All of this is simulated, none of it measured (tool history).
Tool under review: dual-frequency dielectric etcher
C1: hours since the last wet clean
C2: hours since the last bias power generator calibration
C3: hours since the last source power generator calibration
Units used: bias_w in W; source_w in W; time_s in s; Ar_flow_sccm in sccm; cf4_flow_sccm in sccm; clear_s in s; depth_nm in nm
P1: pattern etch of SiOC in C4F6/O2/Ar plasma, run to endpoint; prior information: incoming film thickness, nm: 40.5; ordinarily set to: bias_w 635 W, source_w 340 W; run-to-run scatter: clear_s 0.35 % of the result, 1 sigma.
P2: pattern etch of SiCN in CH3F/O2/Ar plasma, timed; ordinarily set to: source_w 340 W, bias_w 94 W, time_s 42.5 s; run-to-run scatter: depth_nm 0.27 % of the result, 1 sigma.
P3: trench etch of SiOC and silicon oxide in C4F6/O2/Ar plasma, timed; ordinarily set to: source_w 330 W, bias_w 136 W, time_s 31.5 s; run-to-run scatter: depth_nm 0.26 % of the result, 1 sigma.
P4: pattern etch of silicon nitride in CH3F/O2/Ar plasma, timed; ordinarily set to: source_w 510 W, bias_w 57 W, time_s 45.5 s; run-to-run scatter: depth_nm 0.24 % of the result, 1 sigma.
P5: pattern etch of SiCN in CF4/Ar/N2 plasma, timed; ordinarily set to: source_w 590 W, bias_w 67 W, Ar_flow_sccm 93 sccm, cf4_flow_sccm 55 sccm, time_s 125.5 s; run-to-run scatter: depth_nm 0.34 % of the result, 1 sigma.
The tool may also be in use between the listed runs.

Run 1, hour 8.2: process P1, bias_w 635 W, source_w 340 W; C1 385.7; C2 2699.1; C3 2842.3. Result: clear_s 13.518 s.
Run 2, hour 23.4: process P2, bias_w 131 W, source_w 340 W, time_s 42.5 s; C1 400.9; C2 2714.3; C3 2857.5. Result: depth_nm 18.606 nm.
Run 3, hour 36.9: process P5, bias_w 67 W, source_w 430 W, time_s 125.5 s, Ar_flow_sccm 93 sccm, cf4_flow_sccm 55 sccm; C1 414.4; C2 2727.8; C3 2871. Result: depth_nm 97.742 nm.
Run 4, hour 52: process P4, bias_w 57 W, source_w 510 W, time_s 55.5 s; C1 429.5; C2 2742.9; C3 2886.1. Result: depth_nm 39.328 nm.
Run 5, hour 59.3: process P4, bias_w 57 W, source_w 350 W, time_s 45.5 s; C1 436.8; C2 2750.2; C3 2893.4. Result: depth_nm 27.851 nm.
Run 6, hour 75.7: process P5, bias_w 87 W, source_w 590 W, time_s 125.5 s, Ar_flow_sccm 93 sccm, cf4_flow_sccm 55 sccm; C1 453.2; C2 2766.6; C3 2909.8. Result: depth_nm 141.58 nm.
Run 7, hour 83.3: process P1, bias_w 454 W, source_w 340 W; C1 460.8; C2 2774.2; C3 2917.4. Result: clear_s 15.278 s.
Run 8, hour 96.5: process P1, bias_w 635 W, source_w 340 W; C1 474; C2 2787.4; C3 2930.6. Result: clear_s 13.474 s.
Run 9, hour 107.9: process P3, bias_w 136 W, source_w 330 W, time_s 31.5 s; C1 485.4; C2 2798.8; C3 2942. Result: depth_nm 52.321 nm.
Run 10, hour 117.4: process P2, bias_w 94 W, source_w 340 W, time_s 42.5 s; C1 494.9; C2 2808.3; C3 2951.5. Result: depth_nm 16.466 nm.
Run 11, hour 134.4: process P5, bias_w 67 W, source_w 590 W, time_s 125.5 s, Ar_flow_sccm 93 sccm, cf4_flow_sccm 55 sccm; C1 511.9; C2 2825.3; C3 2968.5. Result: depth_nm 129.4 nm.
Run 12, hour 148.1: process P1, bias_w 786 W, source_w 340 W; C1 525.6; C2 2839; C3 2982.2. Result: clear_s 12.358 s.
Run 13, hour 164: process P2, bias_w 94 W, source_w 430 W, time_s 42.5 s; C1 541.5; C2 2854.9; C3 2998.1. Result: depth_nm 17.862 nm.
Run 14, hour 176.9: process P5, bias_w 67 W, source_w 590 W, time_s 125.5 s, Ar_flow_sccm 93 sccm, cf4_flow_sccm 66 sccm; C1 554.4; C2 2867.8; C3 3011. Result: depth_nm 132.64 nm.
Run 15, hour 190: process P3, bias_w 136 W, source_w 330 W, time_s 31.5 s; C1 567.5; C2 2880.9; C3 3024.1. Result: depth_nm 52.442 nm.
Run 16, hour 202.9: process P1, bias_w 635 W, source_w 340 W; C1 580.4; C2 2893.8; C3 3037. Result: clear_s 13.514 s.
Run 17, hour 212: process P5, bias_w 67 W, source_w 590 W, time_s 125.5 s, Ar_flow_sccm 123 sccm, cf4_flow_sccm 55 sccm; C1 589.5; C2 2902.9; C3 3046.1. Result: depth_nm 123.02 nm.
Run 18, hour 220.5: process P3, bias_w 83 W, source_w 330 W, time_s 31.5 s; C1 598; C2 2911.4; C3 3054.6. Result: depth_nm 45.445 nm.
Run 19, hour 234.5: process P2, bias_w 94 W, source_w 340 W, time_s 63 s; C1 612; C2 2925.4; C3 3068.6. Result: depth_nm 24.296 nm.
Run 20, hour 248.1: process P4, bias_w 57 W, source_w 510 W, time_s 45.5 s; C1 625.6; C2 2939; C3 3082.2. Result: depth_nm 32.092 nm.
Run 21, hour 264.5: process P4, bias_w 67 W, source_w 510 W, time_s 45.5 s; C1 642; C2 2955.4; C3 3098.6. Result: depth_nm 33.986 nm.
Run 22, hour 277.3: process P2, bias_w 94 W, source_w 340 W, time_s 42.5 s; C1 654.8; C2 2968.2; C3 3111.4. Result: depth_nm 16.356 nm.
Run 23, hour 293.8: process P1, bias_w 635 W, source_w 470 W; C1 671.3; C2 2984.7; C3 3127.9. Result: clear_s 11.968 s.
Run 24, hour 302.1: process P5, bias_w 67 W, source_w 590 W, time_s 95.5 s, Ar_flow_sccm 93 sccm, cf4_flow_sccm 55 sccm; C1 679.6; C2 2993; C3 3136.2. Result: depth_nm 98.165 nm.
Run 25, hour 312: process P1, bias_w 875 W, source_w 430 W; C1 689.5; C2 3002.9; C3 3146.1. Result: clear_s 10.945 s.
Run 26, hour 325.4: process P1, bias_w 635 W, source_w 240 W; C1 702.9; C2 3016.3; C3 3159.5. Result: clear_s 15.299 s.
Run 27, hour 340.5: process P1, bias_w 635 W, source_w 340 W; C1 718; C2 3031.4; C3 3174.6. Result: clear_s 13.484 s.
Run 28, hour 353.4: process P3, bias_w 136 W, source_w 330 W, time_s 39 s; C1 730.9; C2 3044.3; C3 3187.5. Result: depth_nm 64.682 nm.
Run 29, hour 369.6: process P1, bias_w 391 W, source_w 450 W; C1 747.1; C2 3060.5; C3 3203.7. Result: clear_s 14.573 s.
Run 30, hour 377: process P1, bias_w 635 W, source_w 340 W; C1 754.5; C2 3067.9; C3 3211.1. Result: clear_s 13.433 s.
Run 31, hour 392.5: process P1, bias_w 635 W, source_w 340 W; C1 770; C2 3083.4; C3 3226.6. Result: clear_s 13.465 s.
Run 32, hour 408.7: process P3, bias_w 136 W, source_w 390 W, time_s 31.5 s; C1 786.2; C2 3099.6; C3 3242.8. Result: depth_nm 56.089 nm.
Run 33, hour 425.4: process P1, bias_w 635 W, source_w 340 W; C1 802.9; C2 3116.3; C3 3259.5. Result: clear_s 13.445 s.
Run 34, hour 438.4: process P1, bias_w 635 W, source_w 340 W; C1 815.9; C2 3129.3; C3 3272.5. Result: clear_s 13.287 s.
Run 35, hour 448.5: process P1, bias_w 635 W, source_w 340 W; C1 826; C2 3139.4; C3 3282.6. Result: clear_s 13.293 s.
At hour 459.4: wet clean of the chamber.
Run 36, hour 461.9: process P1, bias_w 635 W, source_w 340 W; C1 2.6; C2 3152.8; C3 3296. Result: clear_s 13.226 s.
Run 37, hour 470.4: process P1, bias_w 635 W, source_w 340 W; C1 11.1; C2 3161.3; C3 3304.5. Result: clear_s 13.23 s.
Run 38, hour 478.7: process P1, bias_w 635 W, source_w 340 W; C1 19.4; C2 3169.6; C3 3312.8. Result: clear_s 13.28 s.
Run 39, hour 495.2: process P1, bias_w 635 W, source_w 340 W; C1 35.9; C2 3186.1; C3 3329.3. Result: clear_s 13.246 s.

Compared with where it was, what P1 gives has crept away. Each cause listed below fits the log as well as the rest, at the size given for it:
A: bias power that arrives over what is set, % = 4.64
B: source power that arrives over what is set, % = 4.97
The drift started at roughly hour 425.4.
Excluded causes, each with its reason:
chamber walls in a state that raises the etch rate, %: maintenance at hour 459.4, after the shift began, did not return the process to its former output

Of the 4 check runs listed below, each run on one wafer and each result written as a question mark, which would let you distinguish the listed causes because they would give clearly different results?
Run check 1, hour 511.7: process P2, bias_w 94 W, source_w 340 W, time_s 42.5 s. Result: depth_nm ?.
Run check 2, hour 511.7: process P4, bias_w 57 W, source_w 510 W, time_s 45.5 s. Result: depth_nm ?.
Run check 3, hour 511.7: process P3, bias_w 136 W, source_w 330 W, time_s 31.5 s. Result: depth_nm ?.
Run check 4, hour 511.7: process P5, bias_w 67 W, source_w 590 W, time_s 125.5 s, Ar_flow_sccm 93 sccm, cf4_flow_sccm 55 sccm. Result: depth_nm ?.

If the cause were each of the candidates in turn, the checks would give the following:
  check    result    if A    if B
check 1  depth_nm  16.674  16.686
check 2  depth_nm  32.713  32.856
check 3  depth_nm  53.049  53.336
check 4  depth_nm  131.18  134.77
How far apart the two closest causes lie, in the result that separates them most: check 1 0.07 %; check 2 0.44 %; check 3 0.54 %; check 4 2.7 %
Of the check runs offered, only check 4 discriminates between the causes; the rest would read about the same regardless of which cause applies.

Here is what check 4 returned: depth_nm 131.62 nm. Which cause is it?

It is A: bias power that arrives over what is set, %.

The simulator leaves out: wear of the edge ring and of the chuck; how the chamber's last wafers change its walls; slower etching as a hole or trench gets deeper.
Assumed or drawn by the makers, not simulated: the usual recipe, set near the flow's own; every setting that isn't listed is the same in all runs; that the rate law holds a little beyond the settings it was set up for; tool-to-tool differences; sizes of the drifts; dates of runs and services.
